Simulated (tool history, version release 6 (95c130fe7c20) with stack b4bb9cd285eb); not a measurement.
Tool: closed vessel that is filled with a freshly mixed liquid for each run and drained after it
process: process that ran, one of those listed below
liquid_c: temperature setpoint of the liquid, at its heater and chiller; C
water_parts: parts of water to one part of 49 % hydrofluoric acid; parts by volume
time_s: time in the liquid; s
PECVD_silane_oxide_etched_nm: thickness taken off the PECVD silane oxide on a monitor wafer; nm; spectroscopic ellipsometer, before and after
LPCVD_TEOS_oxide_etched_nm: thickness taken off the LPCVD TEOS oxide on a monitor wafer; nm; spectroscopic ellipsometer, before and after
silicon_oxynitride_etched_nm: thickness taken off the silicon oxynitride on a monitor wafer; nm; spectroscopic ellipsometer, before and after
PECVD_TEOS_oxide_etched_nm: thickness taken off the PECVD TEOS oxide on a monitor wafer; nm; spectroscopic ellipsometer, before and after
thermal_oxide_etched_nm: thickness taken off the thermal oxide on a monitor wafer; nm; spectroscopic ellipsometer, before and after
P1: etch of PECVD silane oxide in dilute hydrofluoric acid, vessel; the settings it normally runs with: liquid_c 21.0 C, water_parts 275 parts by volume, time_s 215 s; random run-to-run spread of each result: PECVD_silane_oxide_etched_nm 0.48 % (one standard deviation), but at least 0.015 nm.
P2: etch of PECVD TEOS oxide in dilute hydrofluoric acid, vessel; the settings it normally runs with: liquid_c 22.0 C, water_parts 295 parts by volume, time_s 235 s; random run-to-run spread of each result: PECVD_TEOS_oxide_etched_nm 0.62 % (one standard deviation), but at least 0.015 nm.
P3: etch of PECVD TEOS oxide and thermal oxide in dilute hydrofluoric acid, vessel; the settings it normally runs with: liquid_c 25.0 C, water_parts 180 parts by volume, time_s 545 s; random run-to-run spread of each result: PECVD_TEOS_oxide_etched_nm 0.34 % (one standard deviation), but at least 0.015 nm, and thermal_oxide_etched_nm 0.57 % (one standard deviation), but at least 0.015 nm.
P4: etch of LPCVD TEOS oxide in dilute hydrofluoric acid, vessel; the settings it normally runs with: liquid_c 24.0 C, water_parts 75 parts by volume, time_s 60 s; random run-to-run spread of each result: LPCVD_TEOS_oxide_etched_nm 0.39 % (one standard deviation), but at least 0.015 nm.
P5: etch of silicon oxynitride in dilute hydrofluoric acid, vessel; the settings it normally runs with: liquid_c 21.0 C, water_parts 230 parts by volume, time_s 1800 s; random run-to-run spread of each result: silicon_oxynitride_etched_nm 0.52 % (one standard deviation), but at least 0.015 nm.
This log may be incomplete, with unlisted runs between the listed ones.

Run 1, hour 18.2: process P1, liquid_c 21.0 C, water_parts 275 parts by volume, time_s 215 s. Result: PECVD_silane_oxide_etched_nm 14.9150 nm.
Run 2, hour 30.4: process P4, liquid_c 24.0 C, water_parts 75 parts by volume, time_s 30 s. Result: LPCVD_TEOS_oxide_etched_nm 22.667 nm.
Run 3, hour 41.7: process P1, liquid_c 21.0 C, water_parts 275 parts by volume, time_s 375 s. Result: PECVD_silane_oxide_etched_nm 25.8890 nm.
Run 4, hour 51.5: process P5, liquid_c 21.0 C, water_parts 230 parts by volume, time_s 1800 s. Result: silicon_oxynitride_etched_nm 9.0633 nm.
Run 5, hour 64.9: process P1, liquid_c 21.0 C, water_parts 275 parts by volume, time_s 215 s. Result: PECVD_silane_oxide_etched_nm 14.8330 nm.
Run 6, hour 79.1: process P5, liquid_c 21.0 C, water_parts 230 parts by volume, time_s 3560 s. Result: silicon_oxynitride_etched_nm 18.0120 nm.
Run 7, hour 88.8: process P1, liquid_c 21.0 C, water_parts 275 parts by volume, time_s 215 s. Result: PECVD_silane_oxide_etched_nm 14.8060 nm.
Run 8, hour 97.2: process P5, liquid_c 17.0 C, water_parts 230 parts by volume, time_s 1800 s. Result: silicon_oxynitride_etched_nm 7.5008 nm.
Run 9, hour 106.5: process P3, liquid_c 21.0 C, water_parts 180 parts by volume, time_s 545 s. Result: PECVD_TEOS_oxide_etched_nm 20.65800 nm, thermal_oxide_etched_nm 12.1460 nm.
Run 10, hour 118.2: process P3, liquid_c 25.0 C, water_parts 180 parts by volume, time_s 545 s. Result: PECVD_TEOS_oxide_etched_nm 23.90300 nm, thermal_oxide_etched_nm 14.1150 nm.
Run 11, hour 126.9: process P2, liquid_c 22.0 C, water_parts 80 parts by volume, time_s 235 s. Result: PECVD_TEOS_oxide_etched_nm 23.22900 nm.
Run 12, hour 143.2: process P3, liquid_c 25.0 C, water_parts 180 parts by volume, time_s 1040 s. Result: PECVD_TEOS_oxide_etched_nm 45.60900 nm, thermal_oxide_etched_nm 26.7650 nm.
Run 13, hour 153.7: process P2, liquid_c 17.0 C, water_parts 295 parts by volume, time_s 235 s. Result: PECVD_TEOS_oxide_etched_nm 4.17930 nm.
Run 14, hour 171.9: process P1, liquid_c 28.5 C, water_parts 275 parts by volume, time_s 215 s. Result: PECVD_silane_oxide_etched_nm 19.2680 nm.
Run 15, hour 188.0: process P1, liquid_c 17.0 C, water_parts 275 parts by volume, time_s 215 s. Result: PECVD_silane_oxide_etched_nm 12.7180 nm.
Run 16, hour 198.0: process P1, liquid_c 21.0 C, water_parts 275 parts by volume, time_s 30 s. Result: PECVD_silane_oxide_etched_nm 2.0898 nm.
Run 17, hour 214.1: process P1, liquid_c 21.0 C, water_parts 115 parts by volume, time_s 395 s. Result: PECVD_silane_oxide_etched_nm 76.8620 nm.
Run 18, hour 232.5: process P4, liquid_c 24.0 C, water_parts 75 parts by volume, time_s 60 s. Result: LPCVD_TEOS_oxide_etched_nm 45.686 nm.
Run 19, hour 246.8: process P4, liquid_c 31.5 C, water_parts 75 parts by volume, time_s 60 s. Result: LPCVD_TEOS_oxide_etched_nm 61.239 nm.
Run 20, hour 257.2: process P1, liquid_c 21.0 C, water_parts 275 parts by volume, time_s 215 s. Result: PECVD_silane_oxide_etched_nm 14.8810 nm.
Run 21, hour 276.2: process P1, liquid_c 21.0 C, water_parts 275 parts by volume, time_s 215 s. Result: PECVD_silane_oxide_etched_nm 14.6630 nm.
Run 22, hour 290.0: process P1, liquid_c 21.0 C, water_parts 470 parts by volume, time_s 215 s. Result: PECVD_silane_oxide_etched_nm 7.3755 nm.
Run 23, hour 300.1: process P5, liquid_c 21.0 C, water_parts 50 parts by volume, time_s 1800 s. Result: silicon_oxynitride_etched_nm 47.4060 nm.
Run 24, hour 314.7: process P1, liquid_c 21.0 C, water_parts 70 parts by volume, time_s 215 s. Result: PECVD_silane_oxide_etched_nm 72.4970 nm.
Run 25, hour 328.4: process P2, liquid_c 22.0 C, water_parts 295 parts by volume, time_s 235 s. Result: PECVD_TEOS_oxide_etched_nm 5.04780 nm.
Run 26, hour 343.5: process P3, liquid_c 25.0 C, water_parts 310 parts by volume, time_s 545 s. Result: PECVD_TEOS_oxide_etched_nm 12.13300 nm, thermal_oxide_etched_nm 7.2501 nm.
Run 27, hour 359.9: process P1, liquid_c 21.0 C, water_parts 95 parts by volume, time_s 40 s. Result: PECVD_silane_oxide_etched_nm 9.5523 nm.
Run 28, hour 377.9: process P4, liquid_c 24.0 C, water_parts 140 parts by volume, time_s 60 s. Result: LPCVD_TEOS_oxide_etched_nm 22.496 nm.
Run 29, hour 393.9: process P2, liquid_c 22.0 C, water_parts 295 parts by volume, time_s 30 s. Result: PECVD_TEOS_oxide_etched_nm 0.63217 nm.
Run 30, hour 404.5: process P1, liquid_c 21.0 C, water_parts 275 parts by volume, time_s 215 s. Result: PECVD_silane_oxide_etched_nm 14.7560 nm.
Run 31, hour 419.8: process P1, liquid_c 21.0 C, water_parts 275 parts by volume, time_s 215 s. Result: PECVD_silane_oxide_etched_nm 15.3450 nm.
Run 32, hour 433.9: process P1, liquid_c 21.0 C, water_parts 275 parts by volume, time_s 215 s. Result: PECVD_silane_oxide_etched_nm 15.5950 nm.
Run 33, hour 448.9: process P1, liquid_c 21.0 C, water_parts 275 parts by volume, time_s 215 s. Result: PECVD_silane_oxide_etched_nm 15.7450 nm.
Run 34, hour 465.9: process P1, liquid_c 21.0 C, water_parts 275 parts by volume, time_s 215 s. Result: PECVD_silane_oxide_etched_nm 15.9210 nm.
Run 35, hour 482.0: process P1, liquid_c 21.0 C, water_parts 275 parts by volume, time_s 215 s. Result: PECVD_silane_oxide_etched_nm 16.0530 nm.
Run 36, hour 493.4: process P1, liquid_c 21.0 C, water_parts 275 parts by volume, time_s 215 s. Result: PECVD_silane_oxide_etched_nm 15.9700 nm.
Run 37, hour 512.4: process P1, liquid_c 21.0 C, water_parts 275 parts by volume, time_s 215 s. Result: PECVD_silane_oxide_etched_nm 16.0520 nm.

What P1 gives has crept off from where it sat before. The 2 causes that follow fit the log equally well, each at the size noted:
A: hydrofluoric acid flow above the setpoint (%) = 6.52
B: liquid hotter than its thermometer reads (K) = 2.19
The drift started at roughly hour 404.5.

4 check runs are offered, each on 2 wafers whose results are averaged, their results left as question marks. Which one tells the causes apart?
Run check 1, hour 531.4: process P3, liquid_c 21.5 C, water_parts 285 parts by volume, time_s 545 s. Result: PECVD_TEOS_oxide_etched_nm ?, thermal_oxide_etched_nm ?.
Run check 2, hour 531.4: process P4, liquid_c 31.0 C, water_parts 130 parts by volume, time_s 60 s. Result: LPCVD_TEOS_oxide_etched_nm ?.
Run check 3, hour 531.4: process P5, liquid_c 17.0 C, water_parts 230 parts by volume, time_s 1800 s. Result: silicon_oxynitride_etched_nm ?.
Run check 4, hour 531.4: process P2, liquid_c 22.0 C, water_parts 200 parts by volume, time_s 150 s. Result: PECVD_TEOS_oxide_etched_nm ?.

If the cause were each of the candidates in turn, the checks would give the following:
  check                        result      if A      if B
check 1    PECVD_TEOS_oxide_etched_nm  12.94100  12.92200
check 1       thermal_oxide_etched_nm    7.6274    7.6161
check 2    LPCVD_TEOS_oxide_etched_nm    34.334    34.477
check 3  silicon_oxynitride_etched_nm    8.0656    8.3197
check 4    PECVD_TEOS_oxide_etched_nm   5.58730   5.62060
Separation of the two closest causes in each check, using whichever result separates them best: check 1 0.15 %; check 2 0.41 %; check 3 3.1 %; check 4 0.59 %
Of the check runs offered, only check 3 discriminates between the causes; the rest would read about the same regardless of which cause applies.

Check 3 was carried out, with these results: silicon_oxynitride_etched_nm 8.0826 nm. Which of the listed causes is responsible?

Of the candidate causes, it is A: hydrofluoric acid flow above the setpoint (%).
